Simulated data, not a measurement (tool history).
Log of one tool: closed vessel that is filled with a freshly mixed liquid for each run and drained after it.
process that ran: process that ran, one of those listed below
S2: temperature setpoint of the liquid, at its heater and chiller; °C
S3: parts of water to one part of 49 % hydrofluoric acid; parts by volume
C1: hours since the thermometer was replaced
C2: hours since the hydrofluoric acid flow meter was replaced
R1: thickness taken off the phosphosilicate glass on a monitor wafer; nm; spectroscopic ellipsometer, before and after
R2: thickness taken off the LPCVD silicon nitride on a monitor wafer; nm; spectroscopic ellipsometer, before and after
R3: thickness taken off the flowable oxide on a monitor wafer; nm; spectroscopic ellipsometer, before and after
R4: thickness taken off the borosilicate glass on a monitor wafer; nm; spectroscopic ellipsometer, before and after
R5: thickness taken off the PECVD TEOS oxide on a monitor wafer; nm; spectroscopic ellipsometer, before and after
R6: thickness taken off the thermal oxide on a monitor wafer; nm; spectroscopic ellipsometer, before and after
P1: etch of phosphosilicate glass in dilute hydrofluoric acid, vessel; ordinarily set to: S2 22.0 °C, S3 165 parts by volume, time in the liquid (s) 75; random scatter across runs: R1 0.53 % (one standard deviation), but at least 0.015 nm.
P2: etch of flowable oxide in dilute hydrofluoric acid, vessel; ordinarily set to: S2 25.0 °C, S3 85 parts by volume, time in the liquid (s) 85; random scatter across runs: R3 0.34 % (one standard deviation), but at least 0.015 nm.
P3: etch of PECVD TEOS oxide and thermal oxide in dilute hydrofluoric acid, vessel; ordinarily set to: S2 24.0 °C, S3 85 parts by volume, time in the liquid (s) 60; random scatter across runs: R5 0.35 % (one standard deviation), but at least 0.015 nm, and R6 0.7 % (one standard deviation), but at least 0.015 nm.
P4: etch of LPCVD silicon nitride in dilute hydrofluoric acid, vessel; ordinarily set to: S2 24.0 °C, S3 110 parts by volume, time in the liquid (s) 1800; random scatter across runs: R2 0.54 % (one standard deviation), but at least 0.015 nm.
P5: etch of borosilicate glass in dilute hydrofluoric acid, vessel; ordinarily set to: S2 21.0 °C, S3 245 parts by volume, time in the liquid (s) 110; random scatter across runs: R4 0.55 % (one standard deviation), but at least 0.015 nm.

{"run": 1, "day": 0.246, "process that ran": "P1", "S2": 22.0, "S3": 165, "time in the liquid (s)": 75, "C1": 1269.0, "C2": 275.9, "R1": 23.541}
{"run": 2, "day": 0.521, "process that ran": "P4", "S2": 24.0, "S3": 110, "time in the liquid (s)": 1800, "C1": 1275.6, "C2": 282.5, "R2": 7.3815}
{"run": 3, "day": 0.679, "process that ran": "P2", "S2": 25.0, "S3": 85, "time in the liquid (s)": 160, "C1": 1279.4, "C2": 286.3, "R3": 51.914}
{"run": 4, "day": 0.85, "process that ran": "P4", "S2": 17.0, "S3": 110, "time in the liquid (s)": 1800, "C1": 1283.5, "C2": 290.4, "R2": 4.662}
{"run": 5, "day": 1.138, "process that ran": "P1", "S2": 18.0, "S3": 165, "time in the liquid (s)": 75, "C1": 1290.4, "C2": 297.3, "R1": 19.995}
{"run": 6, "day": 1.4, "process that ran": "P5", "S2": 21.0, "S3": 245, "time in the liquid (s)": 165, "C1": 1296.7, "C2": 303.6, "R4": 24.69}
{"run": 7, "day": 1.671, "process that ran": "P1", "S2": 22.0, "S3": 165, "time in the liquid (s)": 75, "C1": 1303.2, "C2": 310.1, "R1": 23.474}
{"run": 8, "day": 1.958, "process that ran": "P2", "S2": 25.0, "S3": 130, "time in the liquid (s)": 85, "C1": 1310.1, "C2": 317.0, "R3": 17.122}
{"run": 9, "day": 2.125, "process that ran": "P1", "S2": 28.5, "S3": 165, "time in the liquid (s)": 75, "C1": 1314.1, "C2": 321.0, "R1": 29.919}
{"run": 10, "day": 2.342, "process that ran": "P1", "S2": 22.0, "S3": 55, "time in the liquid (s)": 75, "C1": 1319.3, "C2": 326.2, "R1": 80.889}
{"run": 11, "day": 2.542, "process that ran": "P5", "S2": 28.0, "S3": 245, "time in the liquid (s)": 110, "C1": 1324.1, "C2": 331.0, "R4": 20.815}
{"run": 12, "day": 2.696, "process that ran": "P1", "S2": 22.0, "S3": 165, "time in the liquid (s)": 145, "C1": 1327.8, "C2": 334.7, "R1": 45.27}
{"run": 13, "day": 2.842, "process that ran": "P4", "S2": 24.0, "S3": 190, "time in the liquid (s)": 1800, "C1": 1331.3, "C2": 338.2, "R2": 4.3368}
{"run": 14, "day": 3.0, "process that ran": "P5", "S2": 21.0, "S3": 445, "time in the liquid (s)": 110, "C1": 1335.1, "C2": 342.0, "R4": 7.4899}
{"run": 15, "day": 3.246, "process that ran": "P3", "S2": 24.0, "S3": 85, "time in the liquid (s)": 30, "C1": 1341.0, "C2": 347.9, "R5": 7.3392, "R6": 1.6562}
{"run": 16, "day": 3.446, "process that ran": "P1", "S2": 22.0, "S3": 165, "time in the liquid (s)": 75, "C1": 1345.8, "C2": 352.7, "R1": 23.562}
{"run": 17, "day": 3.6, "process that ran": "P5", "S2": 21.0, "S3": 245, "time in the liquid (s)": 110, "C1": 1349.5, "C2": 356.4, "R4": 16.285}
{"run": 18, "day": 3.8, "process that ran": "P2", "S2": 19.0, "S3": 85, "time in the liquid (s)": 85, "C1": 1354.3, "C2": 361.2, "R3": 21.512}
{"run": 19, "day": 3.95, "process that ran": "P3", "S2": 29.0, "S3": 85, "time in the liquid (s)": 60, "C1": 1357.9, "C2": 364.8, "R5": 17.842, "R6": 4.0587}
{"day": 3.962, "done": "hydrofluoric acid flow meter replaced"}
{"run": 20, "day": 4.108, "process that ran": "P1", "S2": 22.0, "S3": 165, "time in the liquid (s)": 75, "C1": 1361.7, "C2": 3.5, "R1": 23.61}
{"run": 21, "day": 4.396, "process that ran": "P5", "S2": 21.0, "S3": 245, "time in the liquid (s)": 110, "C1": 1368.6, "C2": 10.4, "R4": 16.204}
{"run": 22, "day": 4.696, "process that ran": "P2", "S2": 25.0, "S3": 85, "time in the liquid (s)": 85, "C1": 1375.8, "C2": 17.6, "R3": 27.63}
{"run": 23, "day": 5.012, "process that ran": "P4", "S2": 24.0, "S3": 110, "time in the liquid (s)": 1800, "C1": 1383.4, "C2": 25.2, "R2": 7.4487}
{"run": 24, "day": 5.15, "process that ran": "P1", "S2": 22.0, "S3": 165, "time in the liquid (s)": 30, "C1": 1386.7, "C2": 28.5, "R1": 9.4164}
{"run": 25, "day": 5.462, "process that ran": "P3", "S2": 24.0, "S3": 55, "time in the liquid (s)": 60, "C1": 1394.2, "C2": 36.0, "R5": 23.637, "R6": 5.3677}
{"run": 26, "day": 5.658, "process that ran": "P1", "S2": 22.0, "S3": 235, "time in the liquid (s)": 75, "C1": 1398.9, "C2": 40.7, "R1": 15.377}
{"run": 27, "day": 5.846, "process that ran": "P1", "S2": 22.0, "S3": 165, "time in the liquid (s)": 75, "C1": 1403.4, "C2": 45.2, "R1": 23.288}
{"run": 28, "day": 6.05, "process that ran": "P3", "S2": 24.0, "S3": 85, "time in the liquid (s)": 60, "C1": 1408.3, "C2": 50.1, "R5": 14.726, "R6": 3.3154}
{"run": 29, "day": 6.308, "process that ran": "P1", "S2": 22.0, "S3": 165, "time in the liquid (s)": 75, "C1": 1414.5, "C2": 56.3, "R1": 23.477}
{"run": 30, "day": 6.508, "process that ran": "P4", "S2": 24.0, "S3": 110, "time in the liquid (s)": 3220, "C1": 1419.3, "C2": 61.1, "R2": 13.187}
{"run": 31, "day": 6.712, "process that ran": "P1", "S2": 22.0, "S3": 165, "time in the liquid (s)": 75, "C1": 1424.2, "C2": 66.0, "R1": 23.581}
{"run": 32, "day": 6.929, "process that ran": "P1", "S2": 17.5, "S3": 245, "time in the liquid (s)": 75, "C1": 1429.4, "C2": 71.2, "R1": 12.359}
{"run": 33, "day": 7.154, "process that ran": "P1", "S2": 22.0, "S3": 165, "time in the liquid (s)": 75, "C1": 1434.8, "C2": 76.6, "R1": 23.484}
{"run": 34, "day": 7.458, "process that ran": "P1", "S2": 22.0, "S3": 165, "time in the liquid (s)": 75, "C1": 1442.1, "C2": 83.9, "R1": 24.67}
{"run": 35, "day": 7.662, "process that ran": "P1", "S2": 22.0, "S3": 165, "time in the liquid (s)": 75, "C1": 1447.0, "C2": 88.8, "R1": 24.772}
{"run": 36, "day": 7.958, "process that ran": "P1", "S2": 22.0, "S3": 165, "time in the liquid (s)": 75, "C1": 1454.1, "C2": 95.9, "R1": 24.838}
{"run": 37, "day": 8.129, "process that ran": "P1", "S2": 22.0, "S3": 165, "time in the liquid (s)": 75, "C1": 1458.2, "C2": 100.0, "R1": 25.056}
{"run": 38, "day": 8.392, "process that ran": "P1", "S2": 22.0, "S3": 165, "time in the liquid (s)": 75, "C1": 1464.5, "C2": 106.3, "R1": 24.98}
{"run": 39, "day": 8.562, "process that ran": "P1", "S2": 22.0, "S3": 165, "time in the liquid (s)": 75, "C1": 1468.6, "C2": 110.4, "R1": 25.201}
{"run": 40, "day": 8.712, "process that ran": "P1", "S2": 22.0, "S3": 165, "time in the liquid (s)": 75, "C1": 1472.2, "C2": 114.0, "R1": 25.418}

What P1 gives has crept off from where it sat before. The 2 causes that follow fit the log equally well, each at the size noted:
A: liquid hotter than its thermometer reads (K) = 1.87
B: hydrofluoric acid flow above the setpoint (%) = 6.28
The drift started at roughly day 7.154.

Below are 4 check runs, each on a single wafer, with their results shown as question marks. Which of them would tell the listed causes apart, meaning the causes would give clearly different results under it?
{"run": "check 1", "day": 8.862, "process that ran": "P2", "S2": 25.0, "S3": 85, "time in the liquid (s)": 85, "R3": "?"}
{"run": "check 2", "day": 8.862, "process that ran": "P4", "S2": 24.0, "S3": 110, "time in the liquid (s)": 1800, "R2": "?"}
{"run": "check 3", "day": 8.862, "process that ran": "P5", "S2": 21.0, "S3": 245, "time in the liquid (s)": 110, "R4": "?"}
{"run": "check 4", "day": 8.862, "process that ran": "P3", "S2": 24.0, "S3": 85, "time in the liquid (s)": 60, "R5": "?", "R6": "?"}

Expected result of each check under each candidate cause:
check=check_1 result=R3 if_A=29.795 if_B=29.608
check=check_2 result=R2 if_A=8.3891 if_B=7.8880
check=check_3 result=R4 if_A=17.4560 if_B=17.5630
check=check_4 result=R5 if_A=15.8040 if_B=15.6930
check=check_4 result=R6 if_A=3.5866 if_B=3.5612
Distance between the nearest two causes, measured in the result of the check that separates them most: check 1 0.63 %; check 2 6.16 %; check 3 0.61 %; check 4 0.71 %
The other checks would show nearly matching results whichever cause is true, so check 2 is the only one that separates the causes.

Then check 2 was run and gave: R2 8.3144 nm. Which cause is it?

The cause is A: liquid hotter than its thermometer reads (K).
